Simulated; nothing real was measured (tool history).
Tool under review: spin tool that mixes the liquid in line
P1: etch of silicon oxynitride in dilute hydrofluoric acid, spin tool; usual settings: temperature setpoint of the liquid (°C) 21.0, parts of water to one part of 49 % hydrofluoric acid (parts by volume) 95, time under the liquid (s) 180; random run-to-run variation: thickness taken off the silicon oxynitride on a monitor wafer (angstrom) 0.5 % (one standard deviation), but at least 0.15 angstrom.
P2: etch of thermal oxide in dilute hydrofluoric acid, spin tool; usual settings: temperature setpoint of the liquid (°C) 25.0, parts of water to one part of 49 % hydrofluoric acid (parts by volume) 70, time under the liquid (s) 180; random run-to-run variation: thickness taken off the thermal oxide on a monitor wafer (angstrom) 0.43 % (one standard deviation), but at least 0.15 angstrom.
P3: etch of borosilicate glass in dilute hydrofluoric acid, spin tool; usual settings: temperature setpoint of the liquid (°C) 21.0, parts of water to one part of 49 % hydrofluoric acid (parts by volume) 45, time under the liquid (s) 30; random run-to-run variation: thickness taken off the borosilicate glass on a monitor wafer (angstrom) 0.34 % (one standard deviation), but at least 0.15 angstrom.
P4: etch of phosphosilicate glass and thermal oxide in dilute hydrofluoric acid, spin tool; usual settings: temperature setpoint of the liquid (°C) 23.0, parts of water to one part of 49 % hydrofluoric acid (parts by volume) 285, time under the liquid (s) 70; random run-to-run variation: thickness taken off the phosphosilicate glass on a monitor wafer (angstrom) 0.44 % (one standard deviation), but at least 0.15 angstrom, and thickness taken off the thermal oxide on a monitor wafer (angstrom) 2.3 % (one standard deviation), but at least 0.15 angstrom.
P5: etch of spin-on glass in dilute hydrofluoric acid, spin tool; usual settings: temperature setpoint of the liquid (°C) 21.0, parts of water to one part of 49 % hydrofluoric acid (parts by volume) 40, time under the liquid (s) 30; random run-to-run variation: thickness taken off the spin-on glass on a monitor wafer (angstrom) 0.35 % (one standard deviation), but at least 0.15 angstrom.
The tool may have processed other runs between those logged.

run,hour,process that ran,temperature setpoint of the liquid (°C),parts of water to one part of 49 % hydrofluoric acid (parts by volume),time under the liquid (s),hours since the thermometer was replaced,hours since the hydrofluoric acid flow meter was replaced,thickness taken off the silicon oxynitride on a monitor wafer (angstrom),thickness taken off the borosilicate glass on a monitor wafer (angstrom),thickness taken off the thermal oxide on a monitor wafer (angstrom),thickness taken off the spin-on glass on a monitor wafer (angstrom),thickness taken off the phosphosilicate glass on a monitor wafer (angstrom)
1,4.8,P1,21.0,95,180,286.1,1034.7,55.307,,,,
2,8.5,P1,17.0,145,180,289.8,1038.4,29.104,,,,
3,13.3,P1,21.0,95,40,294.6,1043.2,12.430,,,,
4,17.9,P3,21.0,45,30,299.2,1047.8,,159.35,,,
5,21.6,P1,21.0,95,180,302.9,1051.5,56.164,,,,
6,27.7,P2,25.0,70,180,309.0,1057.6,,,133.3500,,
7,31.6,P2,19.0,70,180,312.9,1061.5,,,103.5000,,
8,35.1,P2,25.0,70,350,316.4,1065.0,,,256.2300,,
9,38.6,P1,21.0,95,180,319.9,1068.5,55.348,,,,
10,43.9,P1,21.0,95,280,325.2,1073.8,86.802,,,,
11,48.7,P1,21.0,95,180,330.0,1078.6,55.221,,,,
12,52.2,P5,21.0,20,30,333.5,1082.1,,,,682.96,
13,57.0,P3,17.0,45,30,338.3,1086.9,,133.17,,,
14,63.0,P3,21.0,30,30,344.3,1092.9,,241.17,,,
15,66.9,P1,21.0,20,180,348.2,1096.8,278.190,,,,
16,69.7,P4,23.0,285,70,351.0,1099.6,,,9.9644,,200.090
17,75.1,P2,25.0,20,180,356.4,1105.0,,,493.3900,,
# hour 76.2: hydrofluoric acid flow meter replaced
18,78.8,P1,17.0,135,180,360.1,2.7,31.300,,,,
19,83.2,P1,21.0,95,180,364.5,7.1,55.876,,,,
20,86.0,P3,21.0,45,30,367.3,9.9,,158.10,,,
21,89.2,P4,18.5,285,70,370.5,13.1,,,8.4299,,169.810
22,95.4,P1,21.0,95,180,376.7,19.3,55.372,,,,
23,100.3,P4,23.0,285,70,381.6,24.2,,,9.4182,,199.460
24,104.2,P5,17.0,40,30,385.5,28.1,,,,278.17,
25,108.4,P5,21.0,40,60,389.7,32.3,,,,664.47,
26,111.3,P5,21.0,40,30,392.6,35.2,,,,332.79,
27,115.1,P3,21.0,45,15,396.4,39.0,,79.39,,,
28,119.5,P1,28.0,95,180,400.8,43.4,76.894,,,,
29,125.4,P1,17.0,95,180,406.7,49.3,45.514,,,,
30,130.8,P1,21.0,160,180,412.1,54.7,31.380,,,,
31,134.3,P5,21.0,40,30,415.6,58.2,,,,335.12,
32,137.2,P2,25.0,70,180,418.5,61.1,,,132.2400,,
33,143.0,P4,23.0,285,15,424.3,66.9,,,2.1717,,42.874
34,146.9,P1,21.0,95,180,428.2,70.8,55.090,,,,
35,152.8,P4,23.0,425,70,434.1,76.7,,,5.6254,,118.860
36,157.6,P1,21.0,95,180,438.9,81.5,54.874,,,,
37,161.3,P1,21.0,95,180,442.6,85.2,54.581,,,,
38,164.2,P1,21.0,95,180,445.5,88.1,53.085,,,,
39,167.4,P1,21.0,95,180,448.7,91.3,53.108,,,,
40,171.0,P1,21.0,95,180,452.3,94.9,52.521,,,,
41,174.4,P1,21.0,95,180,455.7,98.3,51.840,,,,
42,177.5,P1,21.0,95,180,458.8,101.4,52.089,,,,
43,183.4,P1,21.0,95,180,464.7,107.3,52.583,,,,
44,187.9,P1,21.0,95,180,469.2,111.8,51.740,,,,

P1 no longer gives what it gave before; its output has crept away from where it was. The following 2 causes, each at its listed size, fit the log equally well:
A: hydrofluoric acid flow below the setpoint (%) = 6.2
B: liquid colder than its thermometer reads (K) = 1.41
Onset of the creep was near hour 157.6.

Which of the 4 check runs listed below separates the causes, so that each cause would produce a clearly different result? Each run uses one wafer, and its results are marked with question marks.
check 1,192.4,P4,23.0,410,70,,,,,?,,?
check 2,192.4,P5,21.0,20,45,,,,,,?,
check 3,192.4,P3,17.0,45,15,,,,?,,,
check 4,192.4,P2,25.0,20,340,,,,,?,,

Outcome of each check run for each possible cause:
check,result,if A,if B
check 1,thickness taken off the thermal oxide on a monitor wafer (angstrom),5.4978,5.7234
check 1,thickness taken off the phosphosilicate glass on a monitor wafer (angstrom),113.930,118.610
check 2,thickness taken off the spin-on glass on a monitor wafer (angstrom),960.27,964.52
check 3,thickness taken off the borosilicate glass on a monitor wafer (angstrom),62.215,62.551
check 4,thickness taken off the thermal oxide on a monitor wafer (angstrom),874.7800,880.3600
Distance between the nearest two causes, measured in the result of the check that separates them most: check 1 4.02 %; check 2 0.44 %; check 3 0.54 %; check 4 0.64 %
Only in check 1 would the causes give clearly different results; in the remaining checks their results would be nearly the same.

After running check 1, the following was obtained: thickness taken off the thermal oxide on a monitor wafer (angstrom) 5.2481; thickness taken off the phosphosilicate glass on a monitor wafer (angstrom) 113.280. Which cause does this point to?

The correct cause is A, namely: hydrofluoric acid flow below the setpoint (%).
